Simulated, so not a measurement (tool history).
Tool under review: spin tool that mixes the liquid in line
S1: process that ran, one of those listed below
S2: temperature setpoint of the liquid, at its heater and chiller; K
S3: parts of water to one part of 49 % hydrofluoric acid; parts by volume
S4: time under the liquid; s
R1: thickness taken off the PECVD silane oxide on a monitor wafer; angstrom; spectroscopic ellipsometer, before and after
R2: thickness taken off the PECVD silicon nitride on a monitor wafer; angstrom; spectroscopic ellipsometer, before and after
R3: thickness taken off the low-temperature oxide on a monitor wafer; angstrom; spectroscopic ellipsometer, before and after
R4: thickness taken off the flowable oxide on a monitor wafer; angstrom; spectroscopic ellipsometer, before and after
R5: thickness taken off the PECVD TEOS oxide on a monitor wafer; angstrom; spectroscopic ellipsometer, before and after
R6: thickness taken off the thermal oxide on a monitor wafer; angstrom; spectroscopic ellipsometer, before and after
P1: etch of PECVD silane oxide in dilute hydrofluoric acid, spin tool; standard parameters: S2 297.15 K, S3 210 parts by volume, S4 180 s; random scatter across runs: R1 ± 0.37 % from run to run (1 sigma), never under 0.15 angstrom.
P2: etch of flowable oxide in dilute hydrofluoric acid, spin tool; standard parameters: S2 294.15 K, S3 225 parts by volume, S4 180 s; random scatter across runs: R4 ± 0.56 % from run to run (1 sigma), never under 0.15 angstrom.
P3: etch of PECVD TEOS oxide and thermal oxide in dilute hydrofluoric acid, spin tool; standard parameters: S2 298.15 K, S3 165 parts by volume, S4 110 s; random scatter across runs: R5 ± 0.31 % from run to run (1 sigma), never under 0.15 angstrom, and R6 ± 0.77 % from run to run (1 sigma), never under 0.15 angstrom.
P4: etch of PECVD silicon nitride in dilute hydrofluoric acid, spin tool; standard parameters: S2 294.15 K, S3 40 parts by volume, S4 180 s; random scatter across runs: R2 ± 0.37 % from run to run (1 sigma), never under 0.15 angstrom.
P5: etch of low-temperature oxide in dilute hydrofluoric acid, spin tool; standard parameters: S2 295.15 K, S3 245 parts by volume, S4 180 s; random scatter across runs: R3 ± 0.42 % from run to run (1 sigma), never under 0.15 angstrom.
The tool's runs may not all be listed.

| run | hour | S1 | S2 | S3 | S4 | R1 | R2 | R3 | R4 | R5 | R6 |
|---|---|---|---|---|---|---|---|---|---|---|---|
| 1 | 12.1 | P1 | 297.15 | 210 | 180 | 175.21 |  |  |  |  |  |
| 2 | 20.1 | P4 | 294.15 | 20 | 180 |  | 207.55 |  |  |  |  |
| 3 | 30 | P5 | 295.15 | 140 | 180 |  |  | 157.14 |  |  |  |
| 4 | 45.3 | P1 | 297.15 | 210 | 180 | 174.89 |  |  |  |  |  |
| 5 | 54.5 | P1 | 297.15 | 385 | 180 | 80.564 |  |  |  |  |  |
| 6 | 66.4 | P1 | 297.15 | 95 | 180 | 444.29 |  |  |  |  |  |
| 7 | 74.2 | P4 | 290.15 | 40 | 180 |  | 80.751 |  |  |  |  |
| 8 | 82.9 | P5 | 290.15 | 245 | 180 |  |  | 66.65 |  |  |  |
| 9 | 93.5 | P2 | 294.15 | 225 | 330 |  |  |  | 228.2 |  |  |
| 10 | 109 | P5 | 295.15 | 245 | 180 |  |  | 81.106 |  |  |  |
| 11 | 121 | P4 | 294.15 | 40 | 80 |  | 47.503 |  |  |  |  |
| 12 | 133.9 | P1 | 297.15 | 210 | 180 | 175.45 |  |  |  |  |  |
| 13 | 142.7 | P1 | 304.65 | 210 | 180 | 227.84 |  |  |  |  |  |
| 14 | 157.8 | P1 | 290.15 | 210 | 180 | 133.58 |  |  |  |  |  |
| 15 | 171.5 | P2 | 290.15 | 225 | 180 |  |  |  | 108.22 |  |  |
|  | 173.5 | hydrofluoric acid flow meter replaced |
| 16 | 182.5 | P5 | 295.15 | 245 | 15 |  |  | 6.8329 |  |  |  |
| 17 | 193.8 | P1 | 297.15 | 210 | 180 | 175.01 |  |  |  |  |  |
| 18 | 206 | P1 | 290.15 | 65 | 180 | 499.99 |  |  |  |  |  |
| 19 | 213.2 | P4 | 294.15 | 40 | 180 |  | 107.38 |  |  |  |  |
| 20 | 224.5 | P1 | 297.15 | 335 | 340 | 182.99 |  |  |  |  |  |
| 21 | 231.4 | P2 | 294.15 | 225 | 180 |  |  |  | 125.84 |  |  |
| 22 | 245.2 | P3 | 298.15 | 165 | 170 |  |  |  |  | 110.91 | 45.253 |
| 23 | 258.9 | P2 | 294.15 | 345 | 180 |  |  |  | 73.545 |  |  |
| 24 | 270.7 | P3 | 302.15 | 165 | 110 |  |  |  |  | 83.467 | 33.546 |
| 25 | 282.9 | P1 | 297.15 | 210 | 180 | 174.67 |  |  |  |  |  |
| 26 | 291.6 | P3 | 298.15 | 165 | 110 |  |  |  |  | 71.483 | 29.078 |
| 27 | 305.5 | P1 | 297.15 | 210 | 355 | 344.45 |  |  |  |  |  |
| 28 | 316.3 | P1 | 297.15 | 210 | 85 | 82.438 |  |  |  |  |  |
| 29 | 331 | P3 | 298.15 | 300 | 110 |  |  |  |  | 34.081 | 13.56 |
| 30 | 342.7 | P1 | 297.15 | 210 | 180 | 175.79 |  |  |  |  |  |
| 31 | 353.6 | P1 | 297.15 | 210 | 180 | 175.01 |  |  |  |  |  |

Estimate the outcome of run 32 from the log above:
| 32 | 361.3 | P1 | 297.15 | 210 | 180 | ? |  |  |  |  |  |

{"run 32": {"R1": 171.04}}
